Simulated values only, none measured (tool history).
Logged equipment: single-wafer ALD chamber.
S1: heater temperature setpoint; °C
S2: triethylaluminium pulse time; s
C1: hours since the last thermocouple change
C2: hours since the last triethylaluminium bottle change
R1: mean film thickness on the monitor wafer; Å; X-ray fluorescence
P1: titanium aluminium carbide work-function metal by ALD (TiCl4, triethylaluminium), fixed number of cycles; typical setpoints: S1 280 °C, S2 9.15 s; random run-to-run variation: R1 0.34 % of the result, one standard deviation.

run	hour	S1	S2	C1	C2	R1
1	5.5	280	9.15	462.5	288.4	17.691
2	12.2	280	9.15	469.2	295.1	17.849
3	16.5	280	9.15	473.5	299.4	17.715
4	19.8	280	12.67	476.8	302.7	18.397
5	26.1	280	9.15	483.1	309.0	17.833
6	32.2	280	9.15	489.2	315.1	17.858
7	39.4	258	6.32	496.4	322.3	14.806
8	42.8	304	9.15	499.8	325.7	19.840
9	46.2	280	4.01	503.2	329.1	13.940
10	51.8	280	9.15	508.8	334.7	17.904
11	57.1	280	9.15	514.1	340.0	17.719
12	61.9	255	9.15	518.9	344.8	15.840
13	66.3	280	9.15	523.3	349.2	17.882
14	71.8	280	9.15	528.8	354.7	17.645
15	78.9	280	9.15	535.9	361.8	17.758
16	84.1	280	9.15	541.1	367.0	17.600

Forecast run 17:
17	89.9	280	9.15	546.9	372.8	?

Logged for run 17: R1 17.509 Å.
